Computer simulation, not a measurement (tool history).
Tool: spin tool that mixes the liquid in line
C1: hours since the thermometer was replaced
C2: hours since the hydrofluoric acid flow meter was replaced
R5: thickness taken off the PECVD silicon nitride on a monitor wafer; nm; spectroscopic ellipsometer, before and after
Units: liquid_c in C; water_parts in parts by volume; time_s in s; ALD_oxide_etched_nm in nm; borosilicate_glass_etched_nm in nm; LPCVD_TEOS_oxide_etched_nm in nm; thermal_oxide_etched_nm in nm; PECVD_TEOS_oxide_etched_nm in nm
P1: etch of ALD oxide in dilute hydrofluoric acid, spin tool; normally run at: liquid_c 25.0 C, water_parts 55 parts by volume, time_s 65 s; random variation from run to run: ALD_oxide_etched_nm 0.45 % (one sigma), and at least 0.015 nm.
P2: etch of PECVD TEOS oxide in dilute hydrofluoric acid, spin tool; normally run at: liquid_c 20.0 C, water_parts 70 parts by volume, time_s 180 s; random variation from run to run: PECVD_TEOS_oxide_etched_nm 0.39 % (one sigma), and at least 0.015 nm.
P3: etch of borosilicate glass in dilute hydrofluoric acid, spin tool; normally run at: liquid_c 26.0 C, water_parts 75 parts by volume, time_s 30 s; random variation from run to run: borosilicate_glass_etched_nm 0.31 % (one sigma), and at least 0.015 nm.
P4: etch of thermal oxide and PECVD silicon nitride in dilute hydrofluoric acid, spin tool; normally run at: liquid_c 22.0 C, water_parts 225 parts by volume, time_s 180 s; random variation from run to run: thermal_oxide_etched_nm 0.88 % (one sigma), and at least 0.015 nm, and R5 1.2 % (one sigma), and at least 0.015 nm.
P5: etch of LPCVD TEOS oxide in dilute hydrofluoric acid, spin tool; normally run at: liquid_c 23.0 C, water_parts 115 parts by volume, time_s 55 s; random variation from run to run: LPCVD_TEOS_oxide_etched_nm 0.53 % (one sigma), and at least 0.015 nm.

Run 1, hour 9.4: process P1, liquid_c 25.0 C, water_parts 55 parts by volume, time_s 65 s; C1 1465.5; C2 470.0. Result: ALD_oxide_etched_nm 26.019 nm.
Run 2, hour 20.8: process P1, liquid_c 17.0 C, water_parts 55 parts by volume, time_s 65 s; C1 1476.9; C2 481.4. Result: ALD_oxide_etched_nm 18.478 nm.
Run 3, hour 27.7: process P3, liquid_c 30.5 C, water_parts 75 parts by volume, time_s 30 s; C1 1483.8; C2 488.3. Result: borosilicate_glass_etched_nm 17.887 nm.
Run 4, hour 37.8: process P5, liquid_c 29.5 C, water_parts 115 parts by volume, time_s 55 s; C1 1493.9; C2 498.4. Result: LPCVD_TEOS_oxide_etched_nm 11.8390 nm.
Run 5, hour 44.7: process P4, liquid_c 22.0 C, water_parts 225 parts by volume, time_s 100 s; C1 1500.8; C2 505.3. Result: thermal_oxide_etched_nm 1.6783 nm, R5 1.0651 nm.
Run 6, hour 51.8: process P1, liquid_c 29.0 C, water_parts 55 parts by volume, time_s 65 s; C1 1507.9; C2 512.4. Result: ALD_oxide_etched_nm 30.279 nm.
Run 7, hour 58.6: process P5, liquid_c 23.0 C, water_parts 115 parts by volume, time_s 55 s; C1 1514.7; C2 519.2. Result: LPCVD_TEOS_oxide_etched_nm 9.1822 nm.
Run 8, hour 66.0: process P2, liquid_c 20.0 C, water_parts 130 parts by volume, time_s 180 s; C1 1522.1; C2 526.6. Result: PECVD_TEOS_oxide_etched_nm 12.3060 nm.
Run 9, hour 73.7: process P1, liquid_c 25.0 C, water_parts 55 parts by volume, time_s 65 s; C1 1529.8; C2 534.3. Result: ALD_oxide_etched_nm 25.939 nm.
Run 10, hour 80.2: process P3, liquid_c 26.0 C, water_parts 20 parts by volume, time_s 30 s; C1 1536.3; C2 540.8. Result: borosilicate_glass_etched_nm 60.824 nm.
Run 11, hour 90.4: process P1, liquid_c 25.0 C, water_parts 55 parts by volume, time_s 125 s; C1 1546.5; C2 551.0. Result: ALD_oxide_etched_nm 49.657 nm.
Run 12, hour 98.6: process P4, liquid_c 27.0 C, water_parts 225 parts by volume, time_s 180 s; C1 1554.7; C2 559.2. Result: thermal_oxide_etched_nm 3.6334 nm, R5 2.5956 nm.
Run 13, hour 103.7: process P1, liquid_c 25.0 C, water_parts 20 parts by volume, time_s 65 s; C1 1559.8; C2 564.3. Result: ALD_oxide_etched_nm 75.058 nm.
Run 14, hour 108.9: process P1, liquid_c 25.0 C, water_parts 55 parts by volume, time_s 35 s; C1 1565.0; C2 569.5. Result: ALD_oxide_etched_nm 14.030 nm.
Run 15, hour 117.7: process P2, liquid_c 20.0 C, water_parts 70 parts by volume, time_s 25 s; C1 1573.8; C2 578.3. Result: PECVD_TEOS_oxide_etched_nm 3.3923 nm.
Run 16, hour 125.9: process P3, liquid_c 26.0 C, water_parts 75 parts by volume, time_s 30 s; C1 1582.0; C2 586.5. Result: borosilicate_glass_etched_nm 14.937 nm.
Run 17, hour 131.2: process P4, liquid_c 22.0 C, water_parts 225 parts by volume, time_s 180 s; C1 1587.3; C2 591.8. Result: thermal_oxide_etched_nm 3.0375 nm, R5 1.8823 nm.
Run 18, hour 140.2: process P3, liquid_c 26.0 C, water_parts 75 parts by volume, time_s 60 s; C1 1596.3; C2 600.8. Result: borosilicate_glass_etched_nm 29.815 nm.
Run 19, hour 149.1: process P1, liquid_c 25.0 C, water_parts 80 parts by volume, time_s 65 s; C1 1605.2; C2 609.7. Result: ALD_oxide_etched_nm 17.204 nm.
Run 20, hour 157.6: process P2, liquid_c 26.0 C, water_parts 70 parts by volume, time_s 180 s; C1 1613.7; C2 618.2. Result: PECVD_TEOS_oxide_etched_nm 30.8960 nm.
Run 21, hour 167.0: process P1, liquid_c 25.0 C, water_parts 55 parts by volume, time_s 65 s; C1 1623.1; C2 627.6. Result: ALD_oxide_etched_nm 25.997 nm.
Run 22, hour 176.4: process P2, liquid_c 20.0 C, water_parts 70 parts by volume, time_s 180 s; C1 1632.5; C2 637.0. Result: PECVD_TEOS_oxide_etched_nm 24.2210 nm.
Run 23, hour 185.9: process P1, liquid_c 25.0 C, water_parts 55 parts by volume, time_s 65 s; C1 1642.0; C2 646.5. Result: ALD_oxide_etched_nm 26.031 nm.
Run 24, hour 192.8: process P1, liquid_c 25.0 C, water_parts 55 parts by volume, time_s 65 s; C1 1648.9; C2 653.4. Result: ALD_oxide_etched_nm 25.872 nm.
Run 25, hour 202.4: process P1, liquid_c 25.0 C, water_parts 85 parts by volume, time_s 15 s; C1 1658.5; C2 663.0. Result: ALD_oxide_etched_nm 3.716 nm.
Run 26, hour 207.6: process P5, liquid_c 23.0 C, water_parts 115 parts by volume, time_s 15 s; C1 1663.7; C2 668.2. Result: LPCVD_TEOS_oxide_etched_nm 2.5445 nm.
Run 27, hour 216.3: process P5, liquid_c 23.0 C, water_parts 115 parts by volume, time_s 55 s; C1 1672.4; C2 676.9. Result: LPCVD_TEOS_oxide_etched_nm 9.0933 nm.
Run 28, hour 226.6: process P5, liquid_c 23.0 C, water_parts 205 parts by volume, time_s 55 s; C1 1682.7; C2 687.2. Result: LPCVD_TEOS_oxide_etched_nm 4.6582 nm.
Run 29, hour 236.2: process P4, liquid_c 22.0 C, water_parts 80 parts by volume, time_s 180 s; C1 1692.3; C2 696.8. Result: thermal_oxide_etched_nm 10.0140 nm, R5 5.1935 nm.
Run 30, hour 247.4: process P1, liquid_c 25.0 C, water_parts 55 parts by volume, time_s 65 s; C1 1703.5; C2 708.0. Result: ALD_oxide_etched_nm 25.689 nm.
Run 31, hour 257.6: process P1, liquid_c 25.0 C, water_parts 55 parts by volume, time_s 65 s; C1 1713.7; C2 718.2. Result: ALD_oxide_etched_nm 26.825 nm.
Run 32, hour 265.1: process P1, liquid_c 25.0 C, water_parts 55 parts by volume, time_s 65 s; C1 1721.2; C2 725.7. Result: ALD_oxide_etched_nm 27.121 nm.
Run 33, hour 276.1: process P1, liquid_c 25.0 C, water_parts 55 parts by volume, time_s 65 s; C1 1732.2; C2 736.7. Result: ALD_oxide_etched_nm 27.543 nm.
Run 34, hour 283.9: process P1, liquid_c 25.0 C, water_parts 55 parts by volume, time_s 65 s; C1 1740.0; C2 744.5. Result: ALD_oxide_etched_nm 27.682 nm.
Run 35, hour 291.8: process P1, liquid_c 25.0 C, water_parts 55 parts by volume, time_s 65 s; C1 1747.9; C2 752.4. Result: ALD_oxide_etched_nm 27.902 nm.
Run 36, hour 303.0: process P1, liquid_c 25.0 C, water_parts 55 parts by volume, time_s 65 s; C1 1759.1; C2 763.6. Result: ALD_oxide_etched_nm 27.855 nm.
Run 37, hour 312.9: process P1, liquid_c 25.0 C, water_parts 55 parts by volume, time_s 65 s; C1 1769.0; C2 773.5. Result: ALD_oxide_etched_nm 27.920 nm.
Run 38, hour 321.5: process P1, liquid_c 25.0 C, water_parts 55 parts by volume, time_s 65 s; C1 1777.6; C2 782.1. Result: ALD_oxide_etched_nm 28.099 nm.
Run 39, hour 327.9: process P1, liquid_c 25.0 C, water_parts 55 parts by volume, time_s 65 s; C1 1784.0; C2 788.5. Result: ALD_oxide_etched_nm 27.852 nm.

What P1 gives has crept away from where it was. These 2 causes fit the log equally well, each at the size given:
A: hydrofluoric acid flow above the setpoint (%) = 7.43
B: liquid hotter than its thermometer reads (K) = 1.91
The creep began at about hour 247.4.

4 check runs are offered, each on 5 wafers whose results are averaged, their results left as question marks. Which one tells the causes apart?
Run check 1, hour 334.3: process P5, liquid_c 23.0 C, water_parts 115 parts by volume, time_s 55 s. Result: LPCVD_TEOS_oxide_etched_nm ?.
Run check 2, hour 334.3: process P4, liquid_c 22.0 C, water_parts 225 parts by volume, time_s 180 s. Result: thermal_oxide_etched_nm ?, R5 ?.
Run check 3, hour 334.3: process P2, liquid_c 20.0 C, water_parts 70 parts by volume, time_s 180 s. Result: PECVD_TEOS_oxide_etched_nm ?.
Run check 4, hour 334.3: process P3, liquid_c 26.0 C, water_parts 75 parts by volume, time_s 30 s. Result: borosilicate_glass_etched_nm ?.

What each check would give under each cause:
  check                        result     if A     if B
check 1    LPCVD_TEOS_oxide_etched_nm   9.9967   9.9356
check 2       thermal_oxide_etched_nm   3.3371   3.2807
check 2                            R5   2.0138   2.1184
check 3    PECVD_TEOS_oxide_etched_nm  26.2280  26.2820
check 4  borosilicate_glass_etched_nm   16.206   16.149
How far apart the two closest causes lie, in the result that separates them most: check 1 0.61 %; check 2 5.06 %; check 3 0.21 %; check 4 0.35 %
Check 2 tells the causes apart: in the others they would give nearly the same result.

Then check 2 was run and gave: thermal_oxide_etched_nm 3.3031 nm; R5 2.1217 nm. Which cause is it?

It is B: liquid hotter than its thermometer reads (K).
